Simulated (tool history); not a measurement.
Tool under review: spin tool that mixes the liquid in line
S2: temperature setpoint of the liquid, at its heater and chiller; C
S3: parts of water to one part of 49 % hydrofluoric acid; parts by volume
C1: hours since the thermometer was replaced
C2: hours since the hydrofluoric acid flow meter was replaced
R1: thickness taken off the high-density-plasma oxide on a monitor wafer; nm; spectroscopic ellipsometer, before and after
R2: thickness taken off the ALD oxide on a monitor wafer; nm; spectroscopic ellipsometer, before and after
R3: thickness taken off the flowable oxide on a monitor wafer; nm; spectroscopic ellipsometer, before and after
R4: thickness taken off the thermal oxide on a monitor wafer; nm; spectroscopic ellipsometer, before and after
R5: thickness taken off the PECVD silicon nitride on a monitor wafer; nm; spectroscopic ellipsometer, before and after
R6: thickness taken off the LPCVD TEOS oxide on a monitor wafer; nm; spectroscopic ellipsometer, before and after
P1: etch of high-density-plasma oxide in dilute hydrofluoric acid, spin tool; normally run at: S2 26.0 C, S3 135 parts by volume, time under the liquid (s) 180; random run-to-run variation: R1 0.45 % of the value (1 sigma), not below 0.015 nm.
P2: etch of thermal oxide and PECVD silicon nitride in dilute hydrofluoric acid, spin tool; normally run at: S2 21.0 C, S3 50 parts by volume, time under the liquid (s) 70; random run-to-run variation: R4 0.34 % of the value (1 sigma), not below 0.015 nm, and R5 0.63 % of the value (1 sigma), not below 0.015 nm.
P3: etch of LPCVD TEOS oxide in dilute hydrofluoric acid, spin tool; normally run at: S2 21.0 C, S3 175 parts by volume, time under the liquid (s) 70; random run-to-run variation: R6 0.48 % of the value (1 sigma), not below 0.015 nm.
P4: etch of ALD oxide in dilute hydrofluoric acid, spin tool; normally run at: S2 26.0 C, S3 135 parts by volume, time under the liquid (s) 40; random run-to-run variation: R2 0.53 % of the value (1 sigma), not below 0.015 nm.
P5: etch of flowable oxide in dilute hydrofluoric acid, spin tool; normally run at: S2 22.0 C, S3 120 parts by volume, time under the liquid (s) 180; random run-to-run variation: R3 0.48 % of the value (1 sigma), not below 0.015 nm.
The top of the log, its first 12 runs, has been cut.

run 13 day=6.938 | process_that_ran=P3 S2=21.0 S3=175 time_under_the_liquid_(s)=120 | C1=776.7 C2=332.5 | R6=31.9220
run 14 day=7.583 | process_that_ran=P5 S2=22.0 S3=210 time_under_the_liquid_(s)=180 | C1=792.2 C2=348.0 | R3=16.588
run 15 day=8.017 | process_that_ran=P1 S2=21.0 S3=60 time_under_the_liquid_(s)=180 | C1=802.6 C2=358.4 | R1=15.3150
run 16 day=8.762 | process_that_ran=P1 S2=26.0 S3=135 time_under_the_liquid_(s)=180 | C1=820.5 C2=376.3 | R1=7.5559
run 17 day=9.154 | process_that_ran=P3 S2=21.0 S3=175 time_under_the_liquid_(s)=70 | C1=829.9 C2=385.7 | R6=18.5870
run 18 day=9.604 | process_that_ran=P3 S2=21.0 S3=295 time_under_the_liquid_(s)=70 | C1=840.7 C2=396.5 | R6=9.7983
run 19 day=10.279 | process_that_ran=P2 S2=21.0 S3=20 time_under_the_liquid_(s)=70 | C1=856.9 C2=412.7 | R4=16.5370 R5=10.82300
run 20 day=10.854 | process_that_ran=P5 S2=22.0 S3=120 time_under_the_liquid_(s)=180 | C1=870.7 C2=426.5 | R3=31.954
run 21 day=11.667 | process_that_ran=P2 S2=21.0 S3=50 time_under_the_liquid_(s)=70 | C1=890.2 C2=446.0 | R4=6.3101 R5=4.43620
run 22 day=12.462 | process_that_ran=P1 S2=26.0 S3=135 time_under_the_liquid_(s)=335 | C1=909.3 C2=465.1 | R1=14.1730
run 23 day=12.817 | process_that_ran=P1 S2=26.0 S3=135 time_under_the_liquid_(s)=40 | C1=917.8 C2=473.6 | R1=1.7145
run 24 day=13.329 | process_that_ran=P4 S2=18.0 S3=135 time_under_the_liquid_(s)=40 | C1=930.1 C2=485.9 | R2=5.3897
run 25 day=13.762 | process_that_ran=P3 S2=17.0 S3=175 time_under_the_liquid_(s)=70 | C1=940.5 C2=496.3 | R6=15.9620
run 26 day=14.450 | process_that_ran=P2 S2=21.0 S3=50 time_under_the_liquid_(s)=15 | C1=957.0 C2=512.8 | R4=1.3465 R5=0.96733
run 27 day=14.833 | process_that_ran=P1 S2=26.0 S3=135 time_under_the_liquid_(s)=180 | C1=966.2 C2=522.0 | R1=7.5781
run 28 day=15.600 | process_that_ran=P4 S2=26.0 S3=135 time_under_the_liquid_(s)=15 | C1=984.6 C2=540.4 | R2=2.7810
run 29 day=16.338 | process_that_ran=P1 S2=26.0 S3=215 time_under_the_liquid_(s)=180 | C1=1002.3 C2=558.1 | R1=4.3238
run 30 day=17.033 | process_that_ran=P4 S2=26.0 S3=135 time_under_the_liquid_(s)=40 | C1=1019.0 C2=574.8 | R2=7.3461

Forecast run 31:
run 31 day=17.796 | process_that_ran=P1 S2=26.0 S3=135 time_under_the_liquid_(s)=180 | C1=1037.3 C2=593.1 | R1=?

{"run 31": {"R1": 7.628}}
